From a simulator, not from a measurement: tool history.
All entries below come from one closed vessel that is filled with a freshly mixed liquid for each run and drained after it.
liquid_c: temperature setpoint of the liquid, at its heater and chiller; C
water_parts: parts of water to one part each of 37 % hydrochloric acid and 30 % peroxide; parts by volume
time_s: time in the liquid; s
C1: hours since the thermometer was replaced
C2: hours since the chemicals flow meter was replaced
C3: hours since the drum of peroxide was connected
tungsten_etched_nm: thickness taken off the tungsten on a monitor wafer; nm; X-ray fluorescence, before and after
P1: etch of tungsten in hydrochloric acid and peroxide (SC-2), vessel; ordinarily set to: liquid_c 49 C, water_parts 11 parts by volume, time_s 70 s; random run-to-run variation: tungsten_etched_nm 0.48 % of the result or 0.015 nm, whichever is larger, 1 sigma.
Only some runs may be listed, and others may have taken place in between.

Run 1, day 0.433: liquid_c 49 C, water_parts 11 parts by volume, time_s 70 s; C1 881.8; C2 1002.4; C3 311.7. Result: tungsten_etched_nm 10.615 nm.
Run 2, day 0.708: liquid_c 49 C, water_parts 11 parts by volume, time_s 70 s; C1 888.4; C2 1009; C3 318.3. Result: tungsten_etched_nm 10.578 nm.
Run 3, day 1.046: liquid_c 49 C, water_parts 11 parts by volume, time_s 105 s; C1 896.5; C2 1017.1; C3 326.4. Result: tungsten_etched_nm 15.991 nm.
Run 4, day 1.421: liquid_c 49 C, water_parts 4 parts by volume, time_s 35 s; C1 905.5; C2 1026.1; C3 335.4. Result: tungsten_etched_nm 11.398 nm.
Run 5, day 1.675: liquid_c 49 C, water_parts 20 parts by volume, time_s 70 s; C1 911.6; C2 1032.2; C3 341.5. Result: tungsten_etched_nm 6.2247 nm.
At day 1.704: thermometer replaced.
Run 6, day 1.892: liquid_c 49 C, water_parts 11 parts by volume, time_s 30 s; C1 4.6; C2 1037.4; C3 346.7. Result: tungsten_etched_nm 4.5899 nm.
Run 7, day 2.238: liquid_c 62.5 C, water_parts 11 parts by volume, time_s 70 s; C1 12.9; C2 1045.7; C3 355. Result: tungsten_etched_nm 25.265 nm.
Run 8, day 2.5: liquid_c 49 C, water_parts 11 parts by volume, time_s 70 s; C1 19.2; C2 1052; C3 361.3. Result: tungsten_etched_nm 10.562 nm.
Run 9, day 2.846: liquid_c 49 C, water_parts 11 parts by volume, time_s 70 s; C1 27.5; C2 1060.3; C3 369.6. Result: tungsten_etched_nm 10.58 nm.
Run 10, day 3.2: liquid_c 49 C, water_parts 11 parts by volume, time_s 70 s; C1 36; C2 1068.8; C3 378.1. Result: tungsten_etched_nm 10.719 nm.
Run 11, day 3.458: liquid_c 40 C, water_parts 11 parts by volume, time_s 70 s; C1 42.2; C2 1075; C3 384.3. Result: tungsten_etched_nm 5.7027 nm.
Run 12, day 3.683: liquid_c 49 C, water_parts 11 parts by volume, time_s 70 s; C1 47.6; C2 1080.4; C3 389.7. Result: tungsten_etched_nm 10.657 nm.
Run 13, day 4.004: liquid_c 42 C, water_parts 4 parts by volume, time_s 70 s; C1 55.3; C2 1088.1; C3 397.4. Result: tungsten_etched_nm 14.235 nm.
Run 14, day 4.354: liquid_c 49 C, water_parts 4 parts by volume, time_s 70 s; C1 63.7; C2 1096.5; C3 405.8. Result: tungsten_etched_nm 23.141 nm.
Run 15, day 4.642: liquid_c 35 C, water_parts 11 parts by volume, time_s 95 s; C1 70.6; C2 1103.4; C3 412.7. Result: tungsten_etched_nm 5.3731 nm.
Run 16, day 4.917: liquid_c 49 C, water_parts 11 parts by volume, time_s 70 s; C1 77.2; C2 1110; C3 419.3. Result: tungsten_etched_nm 10.551 nm.
Run 17, day 5.254: liquid_c 49 C, water_parts 11 parts by volume, time_s 70 s; C1 85.3; C2 1118.1; C3 427.4. Result: tungsten_etched_nm 10.552 nm.
Run 18, day 5.675: liquid_c 49 C, water_parts 11 parts by volume, time_s 70 s; C1 95.4; C2 1128.2; C3 437.5. Result: tungsten_etched_nm 10.924 nm.
Run 19, day 6.05: liquid_c 49 C, water_parts 11 parts by volume, time_s 70 s; C1 104.4; C2 1137.2; C3 446.5. Result: tungsten_etched_nm 11.128 nm.
Run 20, day 6.388: liquid_c 49 C, water_parts 11 parts by volume, time_s 70 s; C1 112.5; C2 1145.3; C3 454.6. Result: tungsten_etched_nm 11.34 nm.
Run 21, day 6.6: liquid_c 49 C, water_parts 11 parts by volume, time_s 70 s; C1 117.6; C2 1150.4; C3 459.7. Result: tungsten_etched_nm 11.346 nm.
Run 22, day 6.796: liquid_c 49 C, water_parts 11 parts by volume, time_s 70 s; C1 122.3; C2 1155.1; C3 464.4. Result: tungsten_etched_nm 11.232 nm.
Run 23, day 6.996: liquid_c 49 C, water_parts 11 parts by volume, time_s 70 s; C1 127.1; C2 1159.9; C3 469.2. Result: tungsten_etched_nm 11.442 nm.
Run 24, day 7.267: liquid_c 49 C, water_parts 11 parts by volume, time_s 70 s; C1 133.6; C2 1166.4; C3 475.7. Result: tungsten_etched_nm 11.445 nm.
Run 25, day 7.642: liquid_c 49 C, water_parts 11 parts by volume, time_s 70 s; C1 142.6; C2 1175.4; C3 484.7. Result: tungsten_etched_nm 11.442 nm.
Run 26, day 7.929: liquid_c 49 C, water_parts 11 parts by volume, time_s 70 s; C1 149.5; C2 1182.3; C3 491.6. Result: tungsten_etched_nm 11.49 nm.
Run 27, day 8.358: liquid_c 49 C, water_parts 11 parts by volume, time_s 70 s; C1 159.8; C2 1192.6; C3 501.9. Result: tungsten_etched_nm 11.442 nm.
Run 28, day 8.696: liquid_c 49 C, water_parts 11 parts by volume, time_s 70 s; C1 167.9; C2 1200.7; C3 510. Result: tungsten_etched_nm 11.518 nm.

Compared with where it was, what P1 gives has crept away. Each cause listed below fits the log as well as the rest, at the size given for it:
A: liquid hotter than its thermometer reads (K) = 1.26
B: chemicals flow above the setpoint (%) = 10.5
Onset of the creep was near day 5.254.
Each remaining cause and why it is not a fit:
peroxide weaker than its label (%): at most 8, giving a -7.4 % change in tungsten_etched_nm: too small, or against the direction of the creep

Which of the check runs below tells the causes apart, meaning the causes would give it clearly different results? Each run uses 3 wafers whose results are averaged, and each result is shown as a question mark.
Run check 1, day 9.033: liquid_c 56 C, water_parts 11 parts by volume, time_s 30 s. Result: tungsten_etched_nm ?.
Run check 2, day 9.033: liquid_c 49 C, water_parts 15.5 parts by volume, time_s 70 s. Result: tungsten_etched_nm ?.
Run check 3, day 9.033: liquid_c 42 C, water_parts 4 parts by volume, time_s 70 s. Result: tungsten_etched_nm ?.
Run check 4, day 9.033: liquid_c 49 C, water_parts 18.5 parts by volume, time_s 30 s. Result: tungsten_etched_nm ?.

How each check would come out, cause by cause:
  check              result    if A    if B
check 1  tungsten_etched_nm  7.7891  7.8136
check 2  tungsten_etched_nm  8.5563  8.5882
check 3  tungsten_etched_nm    15.5  15.154
check 4  tungsten_etched_nm  3.1303  3.1475
How far apart the two closest causes lie, in the result that separates them most: check 1 0.31 %; check 2 0.37 %; check 3 2.26 %; check 4 0.55 %
Check 3 is the one run that separates the causes; every other check would come out nearly the same whichever cause is at work.

Here is what check 3 returned: tungsten_etched_nm 15.093 nm. Which cause is it?

Of the candidate causes, it is B: chemicals flow above the setpoint (%).

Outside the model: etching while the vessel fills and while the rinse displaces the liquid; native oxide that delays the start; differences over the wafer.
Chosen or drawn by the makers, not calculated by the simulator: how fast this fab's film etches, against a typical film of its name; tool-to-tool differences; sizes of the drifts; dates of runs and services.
